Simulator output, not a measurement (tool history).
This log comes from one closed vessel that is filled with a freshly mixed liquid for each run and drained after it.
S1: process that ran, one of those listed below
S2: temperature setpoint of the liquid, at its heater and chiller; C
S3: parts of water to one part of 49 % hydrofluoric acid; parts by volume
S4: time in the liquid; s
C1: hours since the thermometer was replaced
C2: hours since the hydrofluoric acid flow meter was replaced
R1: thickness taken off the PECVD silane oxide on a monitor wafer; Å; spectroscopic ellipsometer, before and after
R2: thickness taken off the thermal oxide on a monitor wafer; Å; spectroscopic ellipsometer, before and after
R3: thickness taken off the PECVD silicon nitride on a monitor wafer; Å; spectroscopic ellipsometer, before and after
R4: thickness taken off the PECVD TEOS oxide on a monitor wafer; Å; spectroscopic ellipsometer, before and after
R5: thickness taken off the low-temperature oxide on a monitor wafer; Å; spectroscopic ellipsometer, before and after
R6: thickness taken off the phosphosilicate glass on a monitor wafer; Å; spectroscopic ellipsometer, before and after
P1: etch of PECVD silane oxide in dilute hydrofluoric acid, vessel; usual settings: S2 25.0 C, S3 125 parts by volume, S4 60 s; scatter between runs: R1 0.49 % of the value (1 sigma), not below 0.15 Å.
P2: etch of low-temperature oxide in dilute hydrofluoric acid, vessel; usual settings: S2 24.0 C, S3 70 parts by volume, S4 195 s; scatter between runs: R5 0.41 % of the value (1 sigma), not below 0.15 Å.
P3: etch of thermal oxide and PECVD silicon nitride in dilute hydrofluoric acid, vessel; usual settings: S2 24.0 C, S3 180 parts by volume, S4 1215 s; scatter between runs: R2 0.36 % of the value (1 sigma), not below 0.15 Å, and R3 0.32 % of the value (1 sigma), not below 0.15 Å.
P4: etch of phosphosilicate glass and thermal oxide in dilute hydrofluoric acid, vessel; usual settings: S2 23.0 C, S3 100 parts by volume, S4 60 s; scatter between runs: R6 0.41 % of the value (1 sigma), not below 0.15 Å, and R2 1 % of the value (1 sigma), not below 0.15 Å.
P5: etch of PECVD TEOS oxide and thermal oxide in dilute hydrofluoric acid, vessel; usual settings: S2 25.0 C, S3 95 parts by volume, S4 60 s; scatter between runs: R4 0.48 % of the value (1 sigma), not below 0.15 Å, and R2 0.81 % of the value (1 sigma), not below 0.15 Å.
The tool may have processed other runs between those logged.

| run | hour | S1 | S2 | S3 | S4 | C1 | C2 | R1 | R2 | R3 | R4 | R5 | R6 |
|---|---|---|---|---|---|---|---|---|---|---|---|---|---|
| 1 | 6.8 | P1 | 25.0 | 125 | 60 | 297.0 | 301.8 | 156.500 |  |  |  |  |  |
| 2 | 11.3 | P3 | 24.0 | 180 | 460 | 301.5 | 306.3 |  | 99.997 | 59.079 |  |  |  |
| 3 | 18.7 | P1 | 21.5 | 125 | 60 | 308.9 | 313.7 | 135.680 |  |  |  |  |  |
| 4 | 24.9 | P5 | 25.0 | 95 | 30 | 315.1 | 319.9 |  | 14.796 |  | 73.220 |  |  |
| 5 | 31.1 | P5 | 25.0 | 160 | 60 | 321.3 | 326.1 |  | 16.975 |  | 80.064 |  |  |
| 6 | 35.7 | P5 | 25.0 | 95 | 60 | 325.9 | 330.7 |  | 29.855 |  | 145.770 |  |  |
| 7 | 40.5 | P1 | 25.0 | 125 | 30 | 330.7 | 335.5 | 78.147 |  |  |  |  |  |
| 8 | 44.9 | P1 | 25.0 | 125 | 60 | 335.1 | 339.9 | 156.190 |  |  |  |  |  |
| 9 | 49.4 | P2 | 24.0 | 100 | 195 | 339.6 | 344.4 |  |  |  |  | 382.51 |  |
| 10 | 56.0 | P3 | 24.0 | 85 | 1215 | 346.2 | 351.0 |  | 627.600 | 325.210 |  |  |  |
| 11 | 62.9 | P1 | 25.0 | 125 | 60 | 353.1 | 357.9 | 156.760 |  |  |  |  |  |
| 12 | 70.1 | P1 | 25.0 | 125 | 60 | 360.3 | 365.1 | 155.390 |  |  |  |  |  |
| 13 | 77.6 | P1 | 25.0 | 125 | 110 | 367.8 | 372.6 | 289.990 |  |  |  |  |  |
| 14 | 83.5 | P1 | 25.0 | 205 | 60 | 373.7 | 378.5 | 86.942 |  |  |  |  |  |
| 15 | 87.7 | P3 | 24.0 | 180 | 1215 | 377.9 | 382.7 |  | 267.420 | 155.640 |  |  |  |
| 16 | 93.6 | P2 | 24.0 | 70 | 195 | 383.8 | 388.6 |  |  |  |  | 569.66 |  |
| 17 | 99.6 | P2 | 24.0 | 70 | 315 | 389.8 | 394.6 |  |  |  |  | 918.86 |  |
| 18 | 103.7 | P4 | 23.0 | 100 | 60 | 393.9 | 398.7 |  | 28.098 |  |  |  | 550.67 |
| 19 | 109.0 | P1 | 25.0 | 125 | 60 | 399.2 | 404.0 | 155.600 |  |  |  |  |  |
| 20 | 112.7 | P1 | 33.5 | 125 | 60 | 402.9 | 407.7 | 213.500 |  |  |  |  |  |
| 21 | 116.5 | P2 | 31.0 | 70 | 195 | 406.7 | 411.5 |  |  |  |  | 745.83 |  |
| 22 | 121.3 | P4 | 23.0 | 100 | 35 | 411.5 | 416.3 |  | 16.286 |  |  |  | 320.71 |
| 23 | 127.7 | P3 | 24.0 | 180 | 1215 | 417.9 | 422.7 |  | 264.570 | 154.480 |  |  |  |
| 24 | 135.2 | P1 | 25.0 | 125 | 60 | 425.4 | 430.2 | 156.020 |  |  |  |  |  |
| 25 | 142.1 | P4 | 23.0 | 160 | 60 | 432.3 | 437.1 |  | 16.091 |  |  |  | 321.03 |
| 26 | 146.7 | P4 | 30.0 | 100 | 60 | 436.9 | 441.7 |  | 36.326 |  |  |  | 719.24 |
| 27 | 152.4 | P1 | 25.0 | 165 | 30 | 442.6 | 447.4 | 56.255 |  |  |  |  |  |
| 28 | 159.4 | P3 | 17.0 | 180 | 1215 | 449.6 | 454.4 |  | 201.060 | 98.067 |  |  |  |
| 29 | 163.1 | P5 | 18.0 | 95 | 60 | 453.3 | 458.1 |  | 22.840 |  | 109.290 |  |  |
| 30 | 169.0 | P1 | 25.0 | 85 | 30 | 459.2 | 464.0 | 120.460 |  |  |  |  |  |
| 31 | 174.3 | P1 | 25.0 | 65 | 60 | 464.5 | 469.3 | 324.610 |  |  |  |  |  |
| 32 | 180.5 | P1 | 25.0 | 125 | 60 | 470.7 | 475.5 | 154.770 |  |  |  |  |  |
| 33 | 184.6 | P1 | 25.0 | 125 | 60 | 474.8 | 479.6 | 153.420 |  |  |  |  |  |
| 34 | 190.4 | P1 | 25.0 | 125 | 60 | 480.6 | 485.4 | 151.330 |  |  |  |  |  |
| 35 | 197.1 | P1 | 25.0 | 125 | 60 | 487.3 | 492.1 | 147.870 |  |  |  |  |  |
| 36 | 204.4 | P1 | 25.0 | 125 | 60 | 494.6 | 499.4 | 145.930 |  |  |  |  |  |
| 37 | 211.1 | P1 | 25.0 | 125 | 60 | 501.3 | 506.1 | 145.220 |  |  |  |  |  |
| 38 | 217.6 | P1 | 25.0 | 125 | 60 | 507.8 | 512.6 | 144.150 |  |  |  |  |  |
| 39 | 224.6 | P1 | 25.0 | 125 | 60 | 514.8 | 519.6 | 144.720 |  |  |  |  |  |
| 40 | 229.1 | P1 | 25.0 | 125 | 60 | 519.3 | 524.1 | 143.520 |  |  |  |  |  |
| 41 | 235.2 | P1 | 25.0 | 125 | 60 | 525.4 | 530.2 | 144.450 |  |  |  |  |  |
| 42 | 240.1 | P1 | 25.0 | 125 | 60 | 530.3 | 535.1 | 143.700 |  |  |  |  |  |

What P1 gives has crept away from where it was. These 2 causes fit the log equally well, each at the size given:
A: liquid colder than its thermometer reads (K) = 2.01
B: hydrofluoric acid flow below the setpoint (%) = 6.53
The process output started creeping at around hour 180.5.

Below are 4 check runs, each on a single wafer, with their results shown as question marks. Which of them would tell the listed causes apart, meaning the causes would give clearly different results under it?
| check 1 | 245.0 | P2 | 24.0 | 70 | 195 |  |  |  |  |  |  | ? |  |
| check 2 | 245.0 | P4 | 23.0 | 100 | 60 |  |  |  | ? |  |  |  | ? |
| check 3 | 245.0 | P5 | 25.0 | 95 | 60 |  |  |  | ? |  | ? |  |  |
| check 4 | 245.0 | P3 | 24.0 | 180 | 1215 |  |  |  | ? | ? |  |  |  |

If the cause were each of the candidates in turn, the checks would give the following:
| check | result | if A | if B |
|---|---|---|---|
| check 1 | R5 | 521.07 | 525.43 |
| check 2 | R2 | 25.643 | 25.776 |
| check 2 | R6 | 505.16 | 507.78 |
| check 3 | R2 | 27.777 | 27.888 |
| check 3 | R4 | 134.080 | 134.620 |
| check 4 | R2 | 245.930 | 244.650 |
| check 4 | R3 | 136.500 | 145.290 |
Distance between the nearest two causes, measured in the result of the check that separates them most: check 1 0.83 %; check 2 0.52 %; check 3 0.4 %; check 4 6.24 %
Check 4 distinguishes between the causes, while the remaining checks would return nearly the same result for all of them.

The results of check 4 are: R2 245.630 Å; R3 146.080 Å. Based on these, which of the listed causes is it?

Of the candidate causes, it is B: hydrofluoric acid flow below the setpoint (%).

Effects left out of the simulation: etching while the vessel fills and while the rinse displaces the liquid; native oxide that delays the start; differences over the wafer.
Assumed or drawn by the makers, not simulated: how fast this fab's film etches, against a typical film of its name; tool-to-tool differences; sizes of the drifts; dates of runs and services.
